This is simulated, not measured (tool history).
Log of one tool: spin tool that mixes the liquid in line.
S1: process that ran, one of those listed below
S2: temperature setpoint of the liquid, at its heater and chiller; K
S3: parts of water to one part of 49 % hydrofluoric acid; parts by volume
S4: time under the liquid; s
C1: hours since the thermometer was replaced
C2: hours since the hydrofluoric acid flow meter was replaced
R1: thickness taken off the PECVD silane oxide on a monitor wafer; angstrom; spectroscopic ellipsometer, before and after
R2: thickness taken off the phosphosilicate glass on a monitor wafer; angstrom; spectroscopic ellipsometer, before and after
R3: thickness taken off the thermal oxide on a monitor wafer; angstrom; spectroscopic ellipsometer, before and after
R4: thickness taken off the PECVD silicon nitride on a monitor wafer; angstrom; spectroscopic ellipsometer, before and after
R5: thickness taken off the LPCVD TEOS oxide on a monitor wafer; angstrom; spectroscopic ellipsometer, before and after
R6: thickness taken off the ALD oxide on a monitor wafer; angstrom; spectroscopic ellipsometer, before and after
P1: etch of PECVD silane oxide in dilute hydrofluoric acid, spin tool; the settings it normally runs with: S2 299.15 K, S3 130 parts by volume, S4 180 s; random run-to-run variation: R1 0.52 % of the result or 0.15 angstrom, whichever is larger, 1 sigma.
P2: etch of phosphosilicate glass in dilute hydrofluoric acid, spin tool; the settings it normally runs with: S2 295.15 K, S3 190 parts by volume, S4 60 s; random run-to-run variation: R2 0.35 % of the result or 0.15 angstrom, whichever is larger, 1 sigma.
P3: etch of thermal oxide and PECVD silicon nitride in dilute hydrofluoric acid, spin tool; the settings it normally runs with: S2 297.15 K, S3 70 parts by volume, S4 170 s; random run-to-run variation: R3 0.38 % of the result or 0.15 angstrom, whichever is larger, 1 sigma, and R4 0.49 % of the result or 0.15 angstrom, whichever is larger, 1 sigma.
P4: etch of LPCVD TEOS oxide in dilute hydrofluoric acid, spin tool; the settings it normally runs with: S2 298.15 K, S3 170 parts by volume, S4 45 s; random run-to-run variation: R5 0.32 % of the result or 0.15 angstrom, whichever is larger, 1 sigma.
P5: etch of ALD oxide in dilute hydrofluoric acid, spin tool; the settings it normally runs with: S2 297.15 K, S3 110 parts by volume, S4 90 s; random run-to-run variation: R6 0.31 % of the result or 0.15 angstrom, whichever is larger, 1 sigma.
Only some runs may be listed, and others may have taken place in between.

run	day	S1	S2	S3	S4	C1	C2	R1	R2	R3	R4	R5	R6
1	0.246	P1	299.15	130	180	116.9	854.7	306.310					
2	0.512	P2	295.15	190	60	123.3	861.1		310.310				
3	0.742	P1	299.15	235	180	128.8	866.6	149.520					
4	0.979	P3	290.15	70	170	134.5	872.3			94.281	72.849		
5	1.254	P2	295.15	190	15	141.1	878.9		76.822				
6	1.433	P1	299.15	130	180	145.4	883.2	305.230					
7	1.712	P1	299.15	130	180	152.1	889.9	307.150					
8	1.888	P4	298.15	170	15	156.3	894.1					34.634	
9	2.058	P5	304.15	110	90	160.4	898.2						335.79
10	2.192	P3	297.15	100	170	163.6	901.4			85.299	83.100		
11	2.329	P1	299.15	130	340	166.9	904.7	575.500					
12	2.542	P1	307.15	130	180	172.0	909.8	411.700					
13	2.783	P5	297.15	110	165	177.8	915.6						473.58
14	2.975	P1	299.15	130	40	182.4	920.2	68.261					
15	3.100	P3	297.15	70	65	185.4	923.2			48.039	45.133		
16	3.300	P4	298.15	170	45	190.2	928.0					103.830	
17	3.583	P4	298.15	235	45	197.0	934.8					70.252	
18	3.808	P4	292.65	170	45	202.4	940.2					84.460	
19	3.933	P3	297.15	70	170	205.4	943.2			126.040	117.830		
20	4.104	P3	297.15	70	170	209.5	947.3			125.560	118.500		
21	4.288	P2	290.15	190	60	213.9	951.7		254.110				
22	4.554	P1	299.15	180	295	220.3	958.1	340.360					
23	4.829	P1	299.15	130	180	226.9	964.7	306.310					
24	5.104	P5	297.15	180	90	233.5	971.3						145.68
25	5.254	P5	297.15	110	90	237.1	974.9						257.07
26	5.475	P1	293.65	130	180	242.4	980.2	247.900					
27	5.638	P1	299.15	75	180	246.3	984.1	572.790					
28	5.888	P1	299.15	130	180	252.3	990.1	307.650					
29	6.096	P2	295.15	325	60	257.3	995.1		159.290				
30	6.300	P2	295.15	190	60	262.2	1000.0		310.190				
31	6.588	P1	299.15	130	180	269.1	1006.9	305.680					
32	6.817	P1	299.15	130	180	274.6	1012.4	297.330					

Forecast run 33:
33	7.038	P1	299.15	130	180	279.9	1017.7	?					

Run 33 measured R1 293.980 angstrom.
